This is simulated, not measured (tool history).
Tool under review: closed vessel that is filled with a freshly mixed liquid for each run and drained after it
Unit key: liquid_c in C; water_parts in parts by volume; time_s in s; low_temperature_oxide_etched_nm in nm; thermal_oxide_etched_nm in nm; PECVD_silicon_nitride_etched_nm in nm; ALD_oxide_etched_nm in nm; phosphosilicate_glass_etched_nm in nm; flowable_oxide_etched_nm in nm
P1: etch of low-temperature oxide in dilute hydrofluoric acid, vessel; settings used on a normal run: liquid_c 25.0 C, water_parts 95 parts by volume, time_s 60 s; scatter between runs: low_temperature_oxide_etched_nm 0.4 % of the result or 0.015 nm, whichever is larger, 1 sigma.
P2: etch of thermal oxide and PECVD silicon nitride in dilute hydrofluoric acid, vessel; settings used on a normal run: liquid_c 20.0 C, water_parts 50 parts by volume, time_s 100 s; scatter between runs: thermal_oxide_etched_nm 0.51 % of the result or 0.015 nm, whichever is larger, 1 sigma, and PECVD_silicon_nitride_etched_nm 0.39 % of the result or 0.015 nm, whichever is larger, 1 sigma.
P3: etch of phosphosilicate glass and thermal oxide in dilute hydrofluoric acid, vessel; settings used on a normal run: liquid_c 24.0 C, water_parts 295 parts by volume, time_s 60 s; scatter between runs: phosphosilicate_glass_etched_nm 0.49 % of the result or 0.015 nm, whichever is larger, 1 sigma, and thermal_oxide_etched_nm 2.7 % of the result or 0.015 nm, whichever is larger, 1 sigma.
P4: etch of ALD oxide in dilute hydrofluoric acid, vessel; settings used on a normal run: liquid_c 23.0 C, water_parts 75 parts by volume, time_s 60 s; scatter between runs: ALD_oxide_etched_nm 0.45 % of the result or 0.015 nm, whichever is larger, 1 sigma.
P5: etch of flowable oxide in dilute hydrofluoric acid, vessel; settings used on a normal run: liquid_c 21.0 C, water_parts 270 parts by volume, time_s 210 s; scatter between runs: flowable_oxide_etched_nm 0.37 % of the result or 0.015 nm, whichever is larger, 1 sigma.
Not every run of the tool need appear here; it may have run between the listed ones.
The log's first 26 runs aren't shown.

run	hour	process	liquid_c	water_parts	time_s	hours since the thermometer was replaced	hours since the hydrofluoric acid flow meter was replaced	low_temperature_oxide_etched_nm	thermal_oxide_etched_nm	PECVD_silicon_nitride_etched_nm	ALD_oxide_etched_nm	phosphosilicate_glass_etched_nm	flowable_oxide_etched_nm
27	223.9	P3	24.0	295	60	754.4	295.5		0.75716			15.961	
28	235.4	P1	25.0	95	60	765.9	307.0	12.4540					
29	244.0	P2	20.0	50	155	774.5	315.6		14.24300	8.3450			
30	252.1	P2	20.0	50	100	782.6	323.7		9.09030	5.3361			
31	259.5	P5	21.0	270	210	790.0	331.1						33.6710
32	267.1	P4	23.0	75	60	797.6	338.7				25.764		
33	272.5	P1	25.0	95	60	803.0	344.1	12.4690					
34	281.1	P1	25.0	95	60	811.6	352.7	12.1460					
35	286.5	P1	25.0	95	60	817.0	358.1	11.8520					
36	297.9	P1	25.0	95	60	828.4	369.5	11.8170					
37	303.5	P1	25.0	95	60	834.0	375.1	11.7950					
38	310.5	P1	25.0	95	60	841.0	382.1	11.6480					
39	318.9	P1	25.0	95	60	849.4	390.5	11.6680					
40	324.8	P1	25.0	95	60	855.3	396.4	11.5610					
41	330.7	P1	25.0	95	60	861.2	402.3	11.6260					

Forecast run 42:
42	336.7	P1	25.0	95	60	867.2	408.3	?					

Run 42 yielded low_temperature_oxide_etched_nm 11.6370 nm.
